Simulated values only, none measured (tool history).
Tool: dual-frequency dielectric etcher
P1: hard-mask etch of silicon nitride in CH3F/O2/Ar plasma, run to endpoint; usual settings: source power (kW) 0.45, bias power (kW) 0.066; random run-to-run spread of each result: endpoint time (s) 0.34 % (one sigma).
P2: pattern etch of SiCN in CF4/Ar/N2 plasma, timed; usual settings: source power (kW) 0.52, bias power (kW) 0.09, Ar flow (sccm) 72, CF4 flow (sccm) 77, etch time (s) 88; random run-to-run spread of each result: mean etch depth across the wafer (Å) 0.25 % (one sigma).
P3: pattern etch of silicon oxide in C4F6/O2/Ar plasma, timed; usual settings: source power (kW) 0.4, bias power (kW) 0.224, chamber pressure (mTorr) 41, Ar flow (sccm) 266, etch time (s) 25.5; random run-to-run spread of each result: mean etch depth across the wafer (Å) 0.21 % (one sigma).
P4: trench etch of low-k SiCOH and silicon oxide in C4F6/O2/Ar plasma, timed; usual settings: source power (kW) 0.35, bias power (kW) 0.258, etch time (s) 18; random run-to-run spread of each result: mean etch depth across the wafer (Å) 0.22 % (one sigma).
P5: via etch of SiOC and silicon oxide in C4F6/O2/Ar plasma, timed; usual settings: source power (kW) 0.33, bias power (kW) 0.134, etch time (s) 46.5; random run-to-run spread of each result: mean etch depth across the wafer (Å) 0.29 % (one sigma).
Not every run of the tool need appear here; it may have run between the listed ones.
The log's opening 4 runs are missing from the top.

run,hour,process that ran,source power (kW),bias power (kW),Ar flow (sccm),CF4 flow (sccm),etch time (s),chamber pressure (mTorr),hours since the last wet clean,hours since the last source power generator calibration,hours since the last bias power generator calibration,endpoint time (s),mean etch depth across the wafer (Å)
5,66.9,P2,0.52,0.09,72,77,88,,324.5,898.1,1814.2,,937.89
6,82.7,P1,0.45,0.079,,,,,340.3,913.9,1830,37.064,
7,94.8,P5,0.2,0.134,,,46.5,,352.4,926,1842.1,,361.86
8,105.7,P1,0.54,0.08,,,,,363.3,936.9,1853,34.501,
9,116.7,P1,0.29,0.066,,,,,374.3,947.9,1864,46.599,
10,129.5,P3,0.4,0.281,266,,25.5,41,387.1,960.7,1876.8,,898.28
11,143.4,P3,0.4,0.224,266,,25.5,30.5,401,974.6,1890.7,,860.51
# hour 143.5: source power generator calibrated
12,162.1,P2,0.52,0.09,72,77,110.5,,419.7,18.7,1909.4,,1177.2
13,179.7,P1,0.45,0.066,,,,,437.3,36.3,1927,39.464,
14,190.4,P4,0.35,0.258,,,18,,448,47,1937.7,,573.65
15,199,P1,0.45,0.066,,,,,456.6,55.6,1946.3,39.552,
16,215.4,P1,0.45,0.066,,,,,473,72,1962.7,39.442,
17,230.6,P5,0.33,0.134,,,65,,488.2,87.2,1977.9,,612.06
18,246.4,P2,0.52,0.09,93,77,88,,504,103,1993.7,,907.17
# hour 255.9: bias power generator calibrated
19,262.9,P3,0.4,0.224,266,,33,41,520.5,119.5,7.1,,1075.2
20,276.3,P4,0.35,0.34,,,18,,533.9,132.9,20.5,,629.23
21,290.5,P3,0.4,0.224,198,,25.5,41,548.1,147.1,34.7,,857.61
22,300.2,P5,0.33,0.134,,,46.5,,557.8,156.8,44.4,,437.49
23,312.5,P4,0.23,0.258,,,18,,570.1,169.1,56.7,,489.7
24,324.3,P1,0.45,0.066,,,,,581.9,180.9,68.5,39.471,
25,342.4,P3,0.4,0.224,266,,25.5,41,600,199,86.6,,832.52
26,356.5,P5,0.33,0.166,,,46.5,,614.1,213.1,100.7,,471.02
27,366.1,P4,0.35,0.258,,,18,,623.7,222.7,110.3,,575.21
28,382.5,P4,0.35,0.258,,,27,,640.1,239.1,126.7,,861.35
29,400.8,P3,0.55,0.224,266,,25.5,41,658.4,257.4,145,,942.25

Run 30 is up next; what results do you expect?
30,418.2,P1,0.45,0.041,,,,,675.8,274.8,162.4,?,

{"run 30": {"endpoint time (s)": 45.713}}

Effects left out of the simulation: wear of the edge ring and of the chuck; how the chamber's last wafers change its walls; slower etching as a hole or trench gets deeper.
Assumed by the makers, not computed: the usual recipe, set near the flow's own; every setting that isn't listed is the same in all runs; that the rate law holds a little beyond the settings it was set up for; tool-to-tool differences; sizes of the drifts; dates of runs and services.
